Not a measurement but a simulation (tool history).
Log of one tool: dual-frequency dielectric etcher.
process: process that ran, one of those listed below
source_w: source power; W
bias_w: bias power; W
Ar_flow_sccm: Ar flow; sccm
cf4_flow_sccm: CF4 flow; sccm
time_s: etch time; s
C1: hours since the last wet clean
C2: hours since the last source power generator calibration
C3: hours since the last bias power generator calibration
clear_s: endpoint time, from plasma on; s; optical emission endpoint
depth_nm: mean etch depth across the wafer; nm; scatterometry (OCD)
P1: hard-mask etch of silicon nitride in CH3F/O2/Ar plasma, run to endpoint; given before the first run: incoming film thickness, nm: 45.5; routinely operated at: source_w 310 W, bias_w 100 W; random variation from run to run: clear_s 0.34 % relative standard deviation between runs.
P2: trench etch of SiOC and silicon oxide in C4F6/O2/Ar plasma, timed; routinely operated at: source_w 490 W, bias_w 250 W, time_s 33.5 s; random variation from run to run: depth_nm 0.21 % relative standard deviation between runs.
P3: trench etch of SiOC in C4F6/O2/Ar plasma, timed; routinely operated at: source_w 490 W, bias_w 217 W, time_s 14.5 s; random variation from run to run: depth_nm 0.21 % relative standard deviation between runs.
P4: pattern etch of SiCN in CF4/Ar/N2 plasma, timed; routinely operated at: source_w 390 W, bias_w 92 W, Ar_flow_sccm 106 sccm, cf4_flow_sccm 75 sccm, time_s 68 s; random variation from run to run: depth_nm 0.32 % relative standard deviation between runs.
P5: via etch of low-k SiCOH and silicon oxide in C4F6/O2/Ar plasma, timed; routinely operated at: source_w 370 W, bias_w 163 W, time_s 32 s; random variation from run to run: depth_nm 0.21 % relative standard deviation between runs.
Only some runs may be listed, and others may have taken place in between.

{"run": 1, "day": 0.367, "process": "P1", "source_w": 310, "bias_w": 100, "C1": 127.7, "C2": 1304.4, "C3": 2086.3, "clear_s": 64.774}
{"run": 2, "day": 0.971, "process": "P4", "source_w": 390, "bias_w": 92, "Ar_flow_sccm": 86, "cf4_flow_sccm": 75, "time_s": 68, "C1": 142.2, "C2": 1318.9, "C3": 2100.8, "depth_nm": 57.617}
{"run": 3, "day": 1.483, "process": "P4", "source_w": 390, "bias_w": 92, "Ar_flow_sccm": 106, "cf4_flow_sccm": 75, "time_s": 68, "C1": 154.5, "C2": 1331.2, "C3": 2113.1, "depth_nm": 56.029}
{"run": 4, "day": 2.025, "process": "P1", "source_w": 310, "bias_w": 100, "C1": 167.5, "C2": 1344.2, "C3": 2126.1, "clear_s": 65.225}
{"run": 5, "day": 2.754, "process": "P3", "source_w": 490, "bias_w": 217, "time_s": 10.5, "C1": 185, "C2": 1361.7, "C3": 2143.6, "depth_nm": 24.837}
{"run": 6, "day": 3.379, "process": "P3", "source_w": 490, "bias_w": 151, "time_s": 14.5, "C1": 200, "C2": 1376.7, "C3": 2158.6, "depth_nm": 30.658}
{"run": 7, "day": 4.092, "process": "P1", "source_w": 430, "bias_w": 126, "C1": 217.1, "C2": 1393.8, "C3": 2175.7, "clear_s": 52.542}
{"run": 8, "day": 4.854, "process": "P1", "source_w": 190, "bias_w": 74, "C1": 235.4, "C2": 1412.1, "C3": 2194, "clear_s": 87.397}
{"run": 9, "day": 5.471, "process": "P1", "source_w": 310, "bias_w": 127, "C1": 250.2, "C2": 1426.9, "C3": 2208.8, "clear_s": 59.168}
{"run": 10, "day": 6.233, "process": "P4", "source_w": 390, "bias_w": 92, "Ar_flow_sccm": 106, "cf4_flow_sccm": 103, "time_s": 68, "C1": 268.5, "C2": 1445.2, "C3": 2227.1, "depth_nm": 58.578}
{"run": 11, "day": 7.0, "process": "P5", "source_w": 370, "bias_w": 163, "time_s": 32, "C1": 286.9, "C2": 1463.6, "C3": 2245.5, "depth_nm": 73.463}
{"run": 12, "day": 7.354, "process": "P1", "source_w": 310, "bias_w": 100, "C1": 295.4, "C2": 1472.1, "C3": 2254, "clear_s": 65.079}
{"run": 13, "day": 7.9, "process": "P3", "source_w": 490, "bias_w": 217, "time_s": 14.5, "C1": 308.5, "C2": 1485.2, "C3": 2267.1, "depth_nm": 34.18}
{"run": 14, "day": 8.258, "process": "P4", "source_w": 390, "bias_w": 92, "Ar_flow_sccm": 106, "cf4_flow_sccm": 75, "time_s": 99, "C1": 317.1, "C2": 1493.8, "C3": 2275.7, "depth_nm": 81.917}
{"run": 15, "day": 8.804, "process": "P5", "source_w": 220, "bias_w": 163, "time_s": 32, "C1": 330.2, "C2": 1506.9, "C3": 2288.8, "depth_nm": 60.087}
{"run": 16, "day": 9.267, "process": "P1", "source_w": 310, "bias_w": 100, "C1": 341.3, "C2": 1518, "C3": 2299.9, "clear_s": 64.647}
{"run": 17, "day": 10.017, "process": "P1", "source_w": 440, "bias_w": 100, "C1": 359.3, "C2": 1536, "C3": 2317.9, "clear_s": 56.648}
{"run": 18, "day": 10.433, "process": "P3", "source_w": 330, "bias_w": 217, "time_s": 14.5, "C1": 369.3, "C2": 1546, "C3": 2327.9, "depth_nm": 29.397}
{"run": 19, "day": 10.854, "process": "P2", "source_w": 590, "bias_w": 250, "time_s": 33.5, "C1": 379.4, "C2": 1556.1, "C3": 2338, "depth_nm": 85.901}
{"day": 11.212, "done": "wet clean of the chamber"}
{"run": 20, "day": 11.412, "process": "P2", "source_w": 490, "bias_w": 250, "time_s": 48.5, "C1": 4.9, "C2": 1569.5, "C3": 2351.4, "depth_nm": 115.39}
{"run": 21, "day": 11.95, "process": "P1", "source_w": 310, "bias_w": 79, "C1": 17.8, "C2": 1582.4, "C3": 2364.3, "clear_s": 70.67}
{"run": 22, "day": 12.558, "process": "P4", "source_w": 390, "bias_w": 92, "Ar_flow_sccm": 106, "cf4_flow_sccm": 75, "time_s": 68, "C1": 32.4, "C2": 1597, "C3": 2378.9, "depth_nm": 56.122}
{"run": 23, "day": 13.308, "process": "P4", "source_w": 390, "bias_w": 54, "Ar_flow_sccm": 106, "cf4_flow_sccm": 75, "time_s": 68, "C1": 50.4, "C2": 1615, "C3": 2396.9, "depth_nm": 46.46}
{"run": 24, "day": 14.038, "process": "P2", "source_w": 490, "bias_w": 250, "time_s": 33.5, "C1": 67.9, "C2": 1632.5, "C3": 2414.4, "depth_nm": 79.558}
{"run": 25, "day": 14.454, "process": "P1", "source_w": 240, "bias_w": 100, "C1": 77.9, "C2": 1642.5, "C3": 2424.4, "clear_s": 71.505}
{"day": 14.612, "done": "bias power generator calibrated"}
{"run": 26, "day": 15.15, "process": "P4", "source_w": 550, "bias_w": 92, "Ar_flow_sccm": 106, "cf4_flow_sccm": 75, "time_s": 68, "C1": 94.6, "C2": 1659.2, "C3": 13, "depth_nm": 75.642}
{"run": 27, "day": 15.538, "process": "P2", "source_w": 490, "bias_w": 148, "time_s": 33.5, "C1": 103.9, "C2": 1668.5, "C3": 22.3, "depth_nm": 67.296}
{"run": 28, "day": 15.917, "process": "P5", "source_w": 370, "bias_w": 163, "time_s": 32, "C1": 113, "C2": 1677.6, "C3": 31.4, "depth_nm": 73.568}
{"run": 29, "day": 16.404, "process": "P1", "source_w": 310, "bias_w": 100, "C1": 124.7, "C2": 1689.3, "C3": 43.1, "clear_s": 64.535}
{"run": 30, "day": 17.142, "process": "P1", "source_w": 310, "bias_w": 100, "C1": 142.4, "C2": 1707, "C3": 60.8, "clear_s": 64.799}
{"run": 31, "day": 17.754, "process": "P5", "source_w": 370, "bias_w": 204, "time_s": 32, "C1": 157.1, "C2": 1721.7, "C3": 75.5, "depth_nm": 78.936}
{"run": 32, "day": 18.246, "process": "P5", "source_w": 370, "bias_w": 163, "time_s": 48, "C1": 168.9, "C2": 1733.5, "C3": 87.3, "depth_nm": 110.51}
{"run": 33, "day": 18.617, "process": "P1", "source_w": 310, "bias_w": 100, "C1": 177.8, "C2": 1742.4, "C3": 96.2, "clear_s": 64.608}
{"run": 34, "day": 18.971, "process": "P1", "source_w": 310, "bias_w": 100, "C1": 186.3, "C2": 1750.9, "C3": 104.7, "clear_s": 64.392}
{"run": 35, "day": 19.567, "process": "P1", "source_w": 310, "bias_w": 100, "C1": 200.6, "C2": 1765.2, "C3": 119, "clear_s": 64.234}
{"run": 36, "day": 20.346, "process": "P1", "source_w": 310, "bias_w": 100, "C1": 219.3, "C2": 1783.9, "C3": 137.7, "clear_s": 64.158}
{"day": 20.712, "done": "wet clean of the chamber"}
{"run": 37, "day": 20.812, "process": "P1", "source_w": 310, "bias_w": 100, "C1": 2.4, "C2": 1795.1, "C3": 148.9, "clear_s": 63.781}
{"run": 38, "day": 21.462, "process": "P1", "source_w": 310, "bias_w": 100, "C1": 18, "C2": 1810.7, "C3": 164.5, "clear_s": 63.792}
{"run": 39, "day": 21.812, "process": "P1", "source_w": 310, "bias_w": 100, "C1": 26.4, "C2": 1819.1, "C3": 172.9, "clear_s": 63.549}
{"run": 40, "day": 22.571, "process": "P1", "source_w": 310, "bias_w": 100, "C1": 44.6, "C2": 1837.3, "C3": 191.1, "clear_s": 64.095}

The log shows P1 creeping away from where it was. Any of the 2 causes listed here, at the size stated for it, fits the log just as well as the others:
A: source power that arrives over what is set, % = 4.68
B: bias power that arrives over what is set, % = 4.63
The gradual shift began around day 18.617.
Excluded causes, each with its reason:
chamber walls in a state that raises the etch rate, %: work on it at day 20.712, done after the drift set in, did not restore what the process gave before

Each of the 4 check runs below uses one wafer; its results are left as question marks. Which run tells the causes apart?
{"run": "check 1", "day": 23.329, "process": "P5", "source_w": 370, "bias_w": 192, "time_s": 46.5, "depth_nm": "?"}
{"run": "check 2", "day": 23.329, "process": "P2", "source_w": 490, "bias_w": 155, "time_s": 33.5, "depth_nm": "?"}
{"run": "check 3", "day": 23.329, "process": "P3", "source_w": 360, "bias_w": 217, "time_s": 14.5, "depth_nm": "?"}
{"run": "check 4", "day": 23.329, "process": "P4", "source_w": 530, "bias_w": 92, "Ar_flow_sccm": 91, "cf4_flow_sccm": 75, "time_s": 68, "depth_nm": "?"}

Predicted outcomes, by check and by cause:
check=check_1 result=depth_nm if_A=114.63 if_B=114.28
check=check_2 result=depth_nm if_A=69.855 if_B=69.552
check=check_3 result=depth_nm if_A=30.947 if_B=30.87
check=check_4 result=depth_nm if_A=77.909 if_B=76.052
Smallest distance between any two causes, each pair judged by its most separating result, in per cent: check 1 0.31 %; check 2 0.44 %; check 3 0.25 %; check 4 2.41 %
Check 4 distinguishes between the causes, while the remaining checks would return nearly the same result for all of them.

With check 4 done, the readings were: depth_nm 75.802 nm. Identify which of the listed causes applies.

B is the cause: bias power that arrives over what is set, %.

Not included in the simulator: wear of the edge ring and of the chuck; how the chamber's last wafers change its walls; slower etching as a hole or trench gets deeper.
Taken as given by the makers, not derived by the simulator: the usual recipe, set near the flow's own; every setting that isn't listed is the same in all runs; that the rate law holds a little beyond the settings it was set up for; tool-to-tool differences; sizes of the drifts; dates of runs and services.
